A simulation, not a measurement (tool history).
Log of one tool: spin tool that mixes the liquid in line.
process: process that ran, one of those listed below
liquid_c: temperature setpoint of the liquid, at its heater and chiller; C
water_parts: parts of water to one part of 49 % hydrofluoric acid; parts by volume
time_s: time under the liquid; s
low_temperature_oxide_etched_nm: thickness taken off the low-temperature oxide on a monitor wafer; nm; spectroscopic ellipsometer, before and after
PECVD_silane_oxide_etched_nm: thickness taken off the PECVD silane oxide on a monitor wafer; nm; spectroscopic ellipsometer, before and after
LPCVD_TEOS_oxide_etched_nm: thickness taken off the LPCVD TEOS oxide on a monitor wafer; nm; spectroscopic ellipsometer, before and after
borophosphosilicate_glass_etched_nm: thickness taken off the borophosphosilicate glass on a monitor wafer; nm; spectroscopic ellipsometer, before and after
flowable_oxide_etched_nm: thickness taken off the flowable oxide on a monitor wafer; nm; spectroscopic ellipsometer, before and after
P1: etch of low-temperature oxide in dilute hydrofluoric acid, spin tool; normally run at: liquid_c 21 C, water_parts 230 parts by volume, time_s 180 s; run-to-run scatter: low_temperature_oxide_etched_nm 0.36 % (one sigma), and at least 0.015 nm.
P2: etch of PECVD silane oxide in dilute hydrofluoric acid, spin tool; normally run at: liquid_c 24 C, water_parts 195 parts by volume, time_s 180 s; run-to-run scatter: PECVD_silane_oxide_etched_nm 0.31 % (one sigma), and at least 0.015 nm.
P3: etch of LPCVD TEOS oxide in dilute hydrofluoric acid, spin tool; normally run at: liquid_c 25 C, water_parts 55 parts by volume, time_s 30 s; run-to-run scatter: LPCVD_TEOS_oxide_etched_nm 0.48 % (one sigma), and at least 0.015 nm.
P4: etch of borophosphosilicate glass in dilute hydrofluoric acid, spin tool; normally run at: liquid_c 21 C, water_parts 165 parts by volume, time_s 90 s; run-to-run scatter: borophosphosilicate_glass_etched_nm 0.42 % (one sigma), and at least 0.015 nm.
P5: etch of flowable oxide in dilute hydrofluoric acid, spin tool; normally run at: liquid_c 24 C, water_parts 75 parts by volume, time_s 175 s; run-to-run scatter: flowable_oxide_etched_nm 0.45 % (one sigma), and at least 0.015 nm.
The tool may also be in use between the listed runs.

run	hour	process	liquid_c	water_parts	time_s	low_temperature_oxide_etched_nm	PECVD_silane_oxide_etched_nm	LPCVD_TEOS_oxide_etched_nm	borophosphosilicate_glass_etched_nm	flowable_oxide_etched_nm
1	9.8	P1	21	230	180	11.155				
2	21.7	P1	21	385	180	5.7309				
3	28.9	P2	19.5	195	180		35.049			
4	38.5	P3	25	20	30			83.542		
5	45.5	P1	24.5	230	180	12.651				
6	56.6	P4	21	165	90				29.511	
7	65.4	P5	24	140	175					28.219
8	72.7	P1	21	230	180	11.206				
9	81.2	P1	21	230	180	11.145				
10	95.1	P3	17	55	30			20.608		
11	105.2	P1	21	55	180	55.984				
12	115.2	P3	25	55	30			28.928		
13	122.7	P5	24	75	175					57.177
14	133.8	P1	17	230	180	9.5889				
15	147.5	P4	17	165	90				25.196	
# hour 153.3: thermometer replaced
16	157.6	P5	32	75	175					77.973
17	171.7	P4	21	165	170				55.355	
18	184.8	P1	21	55	75	23.526				
19	194.1	P1	21	230	180	11.078				
20	206.2	P4	21	295	90				14.483	
21	220.3	P1	21	230	20	1.2331				
22	233.5	P5	24	75	175					57.333
23	247	P1	21	230	180	11.067				
24	258.9	P1	21	230	180	11.041				
25	271.2	P3	25	55	30			29.3		
26	285	P2	24	195	65		15.011			
27	295.8	P1	21	230	275	16.989				
28	304.8	P5	24	75	345					113.24
29	317.8	P2	24	355	180		19.453			
30	329.8	P1	21	230	180	11.144				
31	336.7	P3	25	55	50			48.375		
32	351	P1	17	230	95	5.0039				
33	362.3	P2	24	195	180		41.567			
34	372.2	P4	21	165	90				29.407	

Run 35 comes next. What will it give?
35	381.6	P1	21	230	180	?				

{"run 35": {"low_temperature_oxide_etched_nm": 11.207}}
